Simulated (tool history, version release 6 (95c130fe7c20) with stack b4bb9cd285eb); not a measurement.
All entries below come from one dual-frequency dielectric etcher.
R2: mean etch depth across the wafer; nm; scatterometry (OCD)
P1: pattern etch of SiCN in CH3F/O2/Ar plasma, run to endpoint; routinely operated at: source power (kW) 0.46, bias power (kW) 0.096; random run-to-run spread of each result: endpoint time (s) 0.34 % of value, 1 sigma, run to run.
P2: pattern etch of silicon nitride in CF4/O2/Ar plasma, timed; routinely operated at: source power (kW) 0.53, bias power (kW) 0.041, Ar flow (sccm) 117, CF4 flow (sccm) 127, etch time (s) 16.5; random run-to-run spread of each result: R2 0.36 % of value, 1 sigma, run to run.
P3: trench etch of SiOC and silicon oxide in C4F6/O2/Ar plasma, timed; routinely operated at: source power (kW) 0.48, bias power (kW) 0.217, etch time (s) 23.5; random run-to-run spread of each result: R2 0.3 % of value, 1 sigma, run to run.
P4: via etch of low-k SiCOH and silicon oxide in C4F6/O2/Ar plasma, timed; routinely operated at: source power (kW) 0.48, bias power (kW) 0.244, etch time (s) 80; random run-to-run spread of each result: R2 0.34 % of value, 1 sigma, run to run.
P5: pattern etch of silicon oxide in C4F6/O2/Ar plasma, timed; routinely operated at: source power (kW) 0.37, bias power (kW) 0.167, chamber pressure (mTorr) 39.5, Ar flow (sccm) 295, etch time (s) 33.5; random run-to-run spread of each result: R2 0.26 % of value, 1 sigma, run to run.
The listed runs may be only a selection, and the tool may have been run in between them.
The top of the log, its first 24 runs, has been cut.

{"run": 25, "hour": 137.6, "process that ran": "P5", "source power (kW)": 0.37, "bias power (kW)": 0.167, "chamber pressure (mTorr)": 39.5, "Ar flow (sccm)": 403, "etch time (s)": 33.5, "R2": 94.627}
{"run": 26, "hour": 144.6, "process that ran": "P2", "source power (kW)": 0.53, "bias power (kW)": 0.041, "Ar flow (sccm)": 117, "etch time (s)": 16.5, "CF4 flow (sccm)": 127, "R2": 31.157}
{"run": 27, "hour": 151.1, "process that ran": "P3", "source power (kW)": 0.48, "bias power (kW)": 0.293, "etch time (s)": 23.5, "R2": 57.746}
{"run": 28, "hour": 157.3, "process that ran": "P3", "source power (kW)": 0.3, "bias power (kW)": 0.217, "etch time (s)": 23.5, "R2": 43.572}
{"run": 29, "hour": 162.8, "process that ran": "P2", "source power (kW)": 0.53, "bias power (kW)": 0.041, "Ar flow (sccm)": 117, "etch time (s)": 16.5, "CF4 flow (sccm)": 127, "R2": 31.152}
{"run": 30, "hour": 169.4, "process that ran": "P1", "source power (kW)": 0.46, "bias power (kW)": 0.096, "endpoint time (s)": 27.121}
{"run": 31, "hour": 173.5, "process that ran": "P1", "source power (kW)": 0.46, "bias power (kW)": 0.062, "endpoint time (s)": 31.611}
{"run": 32, "hour": 178.3, "process that ran": "P2", "source power (kW)": 0.53, "bias power (kW)": 0.041, "Ar flow (sccm)": 81, "etch time (s)": 16.5, "CF4 flow (sccm)": 127, "R2": 32.724}
{"run": 33, "hour": 184.7, "process that ran": "P1", "source power (kW)": 0.46, "bias power (kW)": 0.096, "endpoint time (s)": 27.067}
{"run": 34, "hour": 188.8, "process that ran": "P3", "source power (kW)": 0.48, "bias power (kW)": 0.217, "etch time (s)": 32, "R2": 71.328}
{"run": 35, "hour": 194.1, "process that ran": "P1", "source power (kW)": 0.46, "bias power (kW)": 0.096, "endpoint time (s)": 27.024}
{"run": 36, "hour": 197.7, "process that ran": "P1", "source power (kW)": 0.46, "bias power (kW)": 0.096, "endpoint time (s)": 27.083}
{"run": 37, "hour": 202.2, "process that ran": "P1", "source power (kW)": 0.46, "bias power (kW)": 0.096, "endpoint time (s)": 27.216}
{"run": 38, "hour": 208.9, "process that ran": "P1", "source power (kW)": 0.46, "bias power (kW)": 0.096, "endpoint time (s)": 27.228}
{"run": 39, "hour": 213.4, "process that ran": "P1", "source power (kW)": 0.46, "bias power (kW)": 0.096, "endpoint time (s)": 27.443}
{"hour": 216.1, "done": "wet clean of the chamber"}
{"run": 40, "hour": 220.6, "process that ran": "P1", "source power (kW)": 0.46, "bias power (kW)": 0.096, "endpoint time (s)": 27.558}
{"run": 41, "hour": 224.5, "process that ran": "P1", "source power (kW)": 0.46, "bias power (kW)": 0.096, "endpoint time (s)": 27.477}
{"run": 42, "hour": 230.8, "process that ran": "P1", "source power (kW)": 0.46, "bias power (kW)": 0.096, "endpoint time (s)": 27.401}

Run 43 comes next. What will it give?
{"run": 43, "hour": 237.6, "process that ran": "P1", "source power (kW)": 0.46, "bias power (kW)": 0.096, "endpoint time (s)": "?"}

{"run 43": {"endpoint time (s)": 27.4}}

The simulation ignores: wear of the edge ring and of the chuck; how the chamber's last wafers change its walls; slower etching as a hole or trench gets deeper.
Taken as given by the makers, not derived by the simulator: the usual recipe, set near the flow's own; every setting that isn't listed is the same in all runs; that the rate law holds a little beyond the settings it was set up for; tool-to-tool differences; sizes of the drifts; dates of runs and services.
